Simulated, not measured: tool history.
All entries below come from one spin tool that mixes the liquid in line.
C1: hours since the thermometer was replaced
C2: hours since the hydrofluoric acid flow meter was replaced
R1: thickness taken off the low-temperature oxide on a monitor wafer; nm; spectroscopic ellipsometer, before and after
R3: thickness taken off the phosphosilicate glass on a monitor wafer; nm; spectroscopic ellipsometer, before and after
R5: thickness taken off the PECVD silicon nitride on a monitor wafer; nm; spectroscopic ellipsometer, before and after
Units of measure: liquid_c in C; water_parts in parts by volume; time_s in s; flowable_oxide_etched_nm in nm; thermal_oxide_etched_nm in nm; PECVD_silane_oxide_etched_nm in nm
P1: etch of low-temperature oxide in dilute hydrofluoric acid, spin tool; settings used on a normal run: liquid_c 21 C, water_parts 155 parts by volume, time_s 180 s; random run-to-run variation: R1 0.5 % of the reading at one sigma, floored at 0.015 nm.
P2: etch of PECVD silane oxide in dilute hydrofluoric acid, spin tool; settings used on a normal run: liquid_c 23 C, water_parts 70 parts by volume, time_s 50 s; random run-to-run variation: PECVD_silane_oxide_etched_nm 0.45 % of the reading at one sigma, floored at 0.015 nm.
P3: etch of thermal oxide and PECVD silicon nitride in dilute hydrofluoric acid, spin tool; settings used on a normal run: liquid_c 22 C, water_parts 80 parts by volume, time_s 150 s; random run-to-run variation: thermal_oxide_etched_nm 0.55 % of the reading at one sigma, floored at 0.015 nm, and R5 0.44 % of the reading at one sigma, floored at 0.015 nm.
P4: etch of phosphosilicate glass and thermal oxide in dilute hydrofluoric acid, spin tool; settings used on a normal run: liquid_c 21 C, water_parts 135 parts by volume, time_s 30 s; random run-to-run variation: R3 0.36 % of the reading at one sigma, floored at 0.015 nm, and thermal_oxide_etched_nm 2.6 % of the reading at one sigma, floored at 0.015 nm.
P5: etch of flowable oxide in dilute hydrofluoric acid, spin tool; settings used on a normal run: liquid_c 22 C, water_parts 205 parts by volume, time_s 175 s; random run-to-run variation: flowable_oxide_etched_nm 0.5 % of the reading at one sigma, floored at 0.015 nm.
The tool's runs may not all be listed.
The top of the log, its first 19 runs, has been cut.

Run 20, hour 97.7: process P3, liquid_c 22 C, water_parts 80 parts by volume, time_s 150 s; C1 48.1; C2 724.8. Result: thermal_oxide_etched_nm 8.1742 nm, R5 5.0394 nm.
Run 21, hour 103.4: process P2, liquid_c 23 C, water_parts 70 parts by volume, time_s 50 s; C1 53.8; C2 730.5. Result: PECVD_silane_oxide_etched_nm 14.836 nm.
Run 22, hour 107.2: process P4, liquid_c 21 C, water_parts 135 parts by volume, time_s 55 s; C1 57.6; C2 734.3. Result: R3 33.826 nm, thermal_oxide_etched_nm 1.6248 nm.
Run 23, hour 112: process P1, liquid_c 21 C, water_parts 155 parts by volume, time_s 70 s; C1 62.4; C2 739.1. Result: R1 5.2317 nm.
Run 24, hour 115.5: process P1, liquid_c 21 C, water_parts 155 parts by volume, time_s 180 s; C1 65.9; C2 742.6. Result: R1 13.297 nm.
Run 25, hour 120.9: process P1, liquid_c 21 C, water_parts 40 parts by volume, time_s 55 s; C1 71.3; C2 748. Result: R1 18.251 nm.
Run 26, hour 124.8: process P1, liquid_c 21 C, water_parts 155 parts by volume, time_s 180 s; C1 75.2; C2 751.9. Result: R1 13.336 nm.
Run 27, hour 128.1: process P1, liquid_c 25.5 C, water_parts 155 parts by volume, time_s 100 s; C1 78.5; C2 755.2. Result: R1 8.8646 nm.
Run 28, hour 133.4: process P4, liquid_c 17 C, water_parts 135 parts by volume, time_s 30 s; C1 83.8; C2 760.5. Result: R3 15.601 nm, thermal_oxide_etched_nm 0.71066 nm.
Run 29, hour 136.8: process P1, liquid_c 21 C, water_parts 65 parts by volume, time_s 180 s; C1 87.2; C2 763.9. Result: R1 35.468 nm.
Run 30, hour 139.7: process P2, liquid_c 23 C, water_parts 70 parts by volume, time_s 15 s; C1 90.1; C2 766.8. Result: PECVD_silane_oxide_etched_nm 4.5013 nm.
Run 31, hour 145.7: process P1, liquid_c 21 C, water_parts 155 parts by volume, time_s 180 s; C1 96.1; C2 772.8. Result: R1 13.416 nm.
Run 32, hour 151.6: process P1, liquid_c 21 C, water_parts 155 parts by volume, time_s 180 s; C1 102; C2 778.7. Result: R1 13.983 nm.

Predict the results of run 33:
Run 33, hour 157.9: process P1, liquid_c 21 C, water_parts 155 parts by volume, time_s 180 s; C1 108.3; C2 785. Result: R1 ?.

Run 33 measured R1 14.304 nm.
